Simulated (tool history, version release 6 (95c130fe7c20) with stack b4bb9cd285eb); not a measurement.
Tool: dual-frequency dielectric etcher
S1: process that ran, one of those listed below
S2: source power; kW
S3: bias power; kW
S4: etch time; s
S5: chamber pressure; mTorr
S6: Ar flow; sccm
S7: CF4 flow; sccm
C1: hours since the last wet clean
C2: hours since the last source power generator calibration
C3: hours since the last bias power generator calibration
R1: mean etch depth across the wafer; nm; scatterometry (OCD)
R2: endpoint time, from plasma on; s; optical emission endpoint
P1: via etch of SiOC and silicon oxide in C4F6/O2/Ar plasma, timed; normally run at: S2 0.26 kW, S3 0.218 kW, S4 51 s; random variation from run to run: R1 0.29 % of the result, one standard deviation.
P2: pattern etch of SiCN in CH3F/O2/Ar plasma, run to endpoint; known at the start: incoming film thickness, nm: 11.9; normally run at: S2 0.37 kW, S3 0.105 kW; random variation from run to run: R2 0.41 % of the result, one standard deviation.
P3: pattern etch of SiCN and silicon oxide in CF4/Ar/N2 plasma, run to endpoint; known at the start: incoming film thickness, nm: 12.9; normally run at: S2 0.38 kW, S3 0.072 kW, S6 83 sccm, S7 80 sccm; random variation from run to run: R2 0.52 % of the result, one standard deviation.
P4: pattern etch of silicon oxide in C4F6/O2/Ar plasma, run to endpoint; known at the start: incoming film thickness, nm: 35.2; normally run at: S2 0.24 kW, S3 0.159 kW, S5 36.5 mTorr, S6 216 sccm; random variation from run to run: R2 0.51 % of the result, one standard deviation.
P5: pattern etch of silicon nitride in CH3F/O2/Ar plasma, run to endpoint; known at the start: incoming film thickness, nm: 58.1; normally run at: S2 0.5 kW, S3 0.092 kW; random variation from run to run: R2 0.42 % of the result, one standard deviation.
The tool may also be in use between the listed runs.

| run | hour | S1 | S2 | S3 | S4 | S5 | S6 | S7 | C1 | C2 | C3 | R1 | R2 |
|---|---|---|---|---|---|---|---|---|---|---|---|---|---|
| 1 | 4.5 | P1 | 0.26 | 0.218 | 51 |  |  |  | 87.3 | 2348.8 | 3093.3 | 52.129 |  |
| 2 | 8.1 | P1 | 0.26 | 0.218 | 51 |  |  |  | 90.9 | 2352.4 | 3096.9 | 51.773 |  |
| 3 | 12.2 | P4 | 0.33 | 0.159 |  | 36.5 | 216 |  | 95 | 2356.5 | 3101 |  | 12.103 |
| 4 | 15.1 | P4 | 0.24 | 0.159 |  | 36.5 | 216 |  | 97.9 | 2359.4 | 3103.9 |  | 13.565 |
|  | 19.5 | wet clean of the chamber |
| 5 | 19.9 | P3 | 0.38 | 0.072 |  |  | 83 | 80 | 0.5 | 2364.2 | 3108.7 |  | 16.652 |
| 6 | 24.9 | P3 | 0.38 | 0.072 |  |  | 83 | 96 | 5.5 | 2369.2 | 3113.7 |  | 16.32 |
| 7 | 28.9 | P5 | 0.5 | 0.058 |  |  |  |  | 9.5 | 2373.2 | 3117.7 |  | 84.036 |
| 8 | 31.4 | P3 | 0.38 | 0.072 |  |  | 59 | 80 | 12 | 2375.7 | 3120.2 |  | 16.017 |
| 9 | 34.8 | P4 | 0.24 | 0.213 |  | 36.5 | 216 |  | 15.4 | 2379.1 | 3123.6 |  | 12.275 |
| 10 | 37.5 | P1 | 0.32 | 0.218 | 51 |  |  |  | 18.1 | 2381.8 | 3126.3 | 56.334 |  |
| 11 | 41 | P1 | 0.26 | 0.303 | 51 |  |  |  | 21.6 | 2385.3 | 3129.8 | 58.012 |  |
| 12 | 45.8 | P2 | 0.37 | 0.147 |  |  |  |  | 26.4 | 2390.1 | 3134.6 |  | 25.464 |
| 13 | 50.8 | P1 | 0.26 | 0.218 | 37.5 |  |  |  | 31.4 | 2395.1 | 3139.6 | 37.935 |  |
| 14 | 54.4 | P4 | 0.24 | 0.159 |  | 36.5 | 271 |  | 35 | 2398.7 | 3143.2 |  | 13.83 |
| 15 | 56.8 | P5 | 0.5 | 0.092 |  |  |  |  | 37.4 | 2401.1 | 3145.6 |  | 72.342 |
| 16 | 61.4 | P4 | 0.24 | 0.159 |  | 26 | 216 |  | 42 | 2405.7 | 3150.2 |  | 13 |
| 17 | 64.2 | P1 | 0.26 | 0.218 | 51 |  |  |  | 44.8 | 2408.5 | 3153 | 51.833 |  |
| 18 | 68.8 | P1 | 0.26 | 0.218 | 51 |  |  |  | 49.4 | 2413.1 | 3157.6 | 51.724 |  |
| 19 | 71.5 | P5 | 0.69 | 0.092 |  |  |  |  | 52.1 | 2415.8 | 3160.3 |  | 63.875 |
| 20 | 74.5 | P2 | 0.37 | 0.105 |  |  |  |  | 55.1 | 2418.8 | 3163.3 |  | 29.004 |
| 21 | 78 | P3 | 0.24 | 0.072 |  |  | 83 | 80 | 58.6 | 2422.3 | 3166.8 |  | 24.844 |
| 22 | 80.9 | P2 | 0.37 | 0.105 |  |  |  |  | 61.5 | 2425.2 | 3169.7 |  | 29.222 |
| 23 | 84.2 | P1 | 0.26 | 0.218 | 51 |  |  |  | 64.8 | 2428.5 | 3173 | 51.937 |  |
| 24 | 89 | P4 | 0.24 | 0.159 |  | 36.5 | 216 |  | 69.6 | 2433.3 | 3177.8 |  | 13.615 |
| 25 | 93.3 | P2 | 0.22 | 0.105 |  |  |  |  | 73.9 | 2437.6 | 3182.1 |  | 35.469 |
| 26 | 97.6 | P5 | 0.5 | 0.092 |  |  |  |  | 78.2 | 2441.9 | 3186.4 |  | 72.28 |
| 27 | 100.5 | P1 | 0.26 | 0.134 | 51 |  |  |  | 81.1 | 2444.8 | 3189.3 | 44.001 |  |
| 28 | 103.9 | P1 | 0.26 | 0.218 | 51 |  |  |  | 84.5 | 2448.2 | 3192.7 | 51.676 |  |
| 29 | 109 | P1 | 0.17 | 0.218 | 51 |  |  |  | 89.6 | 2453.3 | 3197.8 | 44.166 |  |
| 30 | 112.9 | P1 | 0.19 | 0.218 | 39.5 |  |  |  | 93.5 | 2457.2 | 3201.7 | 35.598 |  |
| 31 | 117.8 | P1 | 0.26 | 0.218 | 62.5 |  |  |  | 98.4 | 2462.1 | 3206.6 | 63.495 |  |
| 32 | 123 | P3 | 0.38 | 0.048 |  |  | 83 | 80 | 103.6 | 2467.3 | 3211.8 |  | 19.012 |
| 33 | 125.5 | P1 | 0.26 | 0.218 | 51 |  |  |  | 106.1 | 2469.8 | 3214.3 | 51.878 |  |
| 34 | 129.7 | P1 | 0.26 | 0.218 | 51 |  |  |  | 110.3 | 2474 | 3218.5 | 51.545 |  |
| 35 | 134.6 | P1 | 0.26 | 0.218 | 51 |  |  |  | 115.2 | 2478.9 | 3223.4 | 51.181 |  |

Run 36, settings as shown, results not yet in. Your forecast:
|  | 137.6 | wet clean of the chamber |
| 36 | 137.9 | P1 | 0.26 | 0.218 | 51 |  |  |  | 0.4 | 2482.2 | 3226.7 | ? |  |

For run 36 the tool returned R1 51.027 nm.

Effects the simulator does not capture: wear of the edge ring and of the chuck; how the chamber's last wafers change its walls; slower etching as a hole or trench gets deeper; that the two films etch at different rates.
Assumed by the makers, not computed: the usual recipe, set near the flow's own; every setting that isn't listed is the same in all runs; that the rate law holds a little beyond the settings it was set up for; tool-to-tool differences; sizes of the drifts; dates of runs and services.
